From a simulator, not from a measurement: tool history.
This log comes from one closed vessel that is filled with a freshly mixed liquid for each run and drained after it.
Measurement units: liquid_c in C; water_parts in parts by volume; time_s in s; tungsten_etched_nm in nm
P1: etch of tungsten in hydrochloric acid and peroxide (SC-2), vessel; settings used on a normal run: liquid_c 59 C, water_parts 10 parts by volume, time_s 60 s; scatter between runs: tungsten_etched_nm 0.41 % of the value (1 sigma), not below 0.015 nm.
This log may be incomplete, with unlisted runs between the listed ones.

run,hour,liquid_c,water_parts,time_s,hours since the thermometer was replaced,hours since the chemicals flow meter was replaced,hours since the drum of peroxide was connected,tungsten_etched_nm
1,5.3,59,10,60,1002,633,371.1,21.195
2,11.1,59,18,60,1007.8,638.8,376.9,12.707
3,16.2,45.5,10,60,1012.9,643.9,382,8.7058
4,23.1,49.5,10,30,1019.8,650.8,388.9,5.6155
5,26.9,59,4.5,60,1023.6,654.6,392.7,38.968
6,32.2,59,10,60,1028.9,659.9,398,21.056
7,39.6,59,6,30,1036.3,667.3,405.4,15.86
8,44,59,17,30,1040.7,671.7,409.8,6.723
9,47.9,59,10,115,1044.6,675.6,413.7,40.563
10,52.1,59,10,60,1048.8,679.8,417.9,21.014
11,57.1,59,10,60,1053.8,684.8,422.9,21.009
12,64.3,59,10,60,1061,692,430.1,21.113
# hour 67.4: new drum of peroxide connected
13,68.3,71.5,10,60,1065,696,0.9,45.017
14,74.3,59,10,60,1071,702,6.9,21.112
15,78.7,59,10,30,1075.4,706.4,11.3,10.438
16,82.8,59,10,60,1079.5,710.5,15.4,21.066
17,88.9,59,10,60,1085.6,716.6,21.5,21.14
18,92.5,59,10,60,1089.2,720.2,25.1,21.53
19,97.1,59,10,60,1093.8,724.8,29.7,22.154
20,102.9,59,10,60,1099.6,730.6,35.5,22.574
21,110.2,59,10,60,1106.9,737.9,42.8,22.639
22,117.1,59,10,60,1113.8,744.8,49.7,22.884
23,121.6,59,10,60,1118.3,749.3,54.2,22.807

Estimate the outcome of run 24 from the log above:
24,128.7,59,10,60,1125.4,756.4,61.3,?

Run 24 produced tungsten_etched_nm 22.907 nm.
